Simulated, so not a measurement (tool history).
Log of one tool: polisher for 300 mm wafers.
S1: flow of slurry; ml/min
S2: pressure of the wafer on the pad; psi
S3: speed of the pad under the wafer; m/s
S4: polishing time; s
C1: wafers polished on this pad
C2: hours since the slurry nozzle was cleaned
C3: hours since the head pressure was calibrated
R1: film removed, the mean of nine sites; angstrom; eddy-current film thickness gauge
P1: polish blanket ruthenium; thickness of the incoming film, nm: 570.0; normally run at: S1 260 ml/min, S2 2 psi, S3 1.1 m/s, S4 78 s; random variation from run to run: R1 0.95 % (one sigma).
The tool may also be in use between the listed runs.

Run 1, hour 14.2: S1 260 ml/min, S2 2 psi, S3 1.1 m/s, S4 78 s; C1 557; C2 496.6; C3 188.1. Result: R1 990.74 angstrom.
Run 2, hour 30.3: S1 260 ml/min, S2 2 psi, S3 1.1 m/s, S4 78 s; C1 646; C2 512.7; C3 204.2. Result: R1 998 angstrom.
Run 3, hour 47: S1 260 ml/min, S2 2 psi, S3 1.7 m/s, S4 78 s; C1 739; C2 529.4; C3 220.9. Result: R1 1525.5 angstrom.
Run 4, hour 62.5: S1 260 ml/min, S2 2 psi, S3 1.1 m/s, S4 78 s; C1 825; C2 544.9; C3 236.4. Result: R1 998.66 angstrom.
Run 5, hour 73.3: S1 260 ml/min, S2 3.2 psi, S3 1.1 m/s, S4 78 s; C1 884; C2 555.7; C3 247.2. Result: R1 1580.2 angstrom.
Run 6, hour 89.3: S1 260 ml/min, S2 2 psi, S3 0.5 m/s, S4 78 s; C1 973; C2 571.7; C3 263.2. Result: R1 452.19 angstrom.
Run 7, hour 97.9: S1 155 ml/min, S2 2 psi, S3 1.1 m/s, S4 78 s; C1 1021; C2 580.3; C3 271.8. Result: R1 920.61 angstrom.
Run 8, hour 107.1: S1 390 ml/min, S2 2 psi, S3 1.1 m/s, S4 78 s; C1 1072; C2 589.5; C3 281. Result: R1 999.83 angstrom.
Run 9, hour 121.6: S1 260 ml/min, S2 2 psi, S3 1.1 m/s, S4 78 s; C1 1152; C2 604; C3 295.5. Result: R1 981.04 angstrom.
Run 10, hour 129.1: S1 260 ml/min, S2 2 psi, S3 1.1 m/s, S4 116 s; C1 1194; C2 611.5; C3 303. Result: R1 1460 angstrom.
Run 11, hour 142.2: S1 260 ml/min, S2 2.5 psi, S3 0.62 m/s, S4 78 s; C1 1266; C2 624.6; C3 316.1. Result: R1 709.22 angstrom.
Run 12, hour 156: S1 260 ml/min, S2 2 psi, S3 1.1 m/s, S4 37 s; C1 1343; C2 638.4; C3 329.9. Result: R1 473.22 angstrom.
Run 13, hour 171: S1 260 ml/min, S2 0.9 psi, S3 1.1 m/s, S4 78 s; C1 1426; C2 653.4; C3 344.9. Result: R1 451.17 angstrom.
At hour 175: head pressure recalibrated.
Run 14, hour 183.2: S1 260 ml/min, S2 0.9 psi, S3 0.6 m/s, S4 78 s; C1 1494; C2 665.6; C3 8.2. Result: R1 242.32 angstrom.
At hour 192.8: slurry nozzle cleaned.
Run 15, hour 193.2: S1 260 ml/min, S2 2 psi, S3 1.1 m/s, S4 78 s; C1 1549; C2 0.5; C3 18.2. Result: R1 987.79 angstrom.

The next listed run, before its measurement:
Run 16, hour 206.2: S1 330 ml/min, S2 2 psi, S3 1.1 m/s, S4 59 s; C1 1621; C2 13.5; C3 31.2. Result: R1 ?.

Run 16 gave R1 761.6 angstrom.
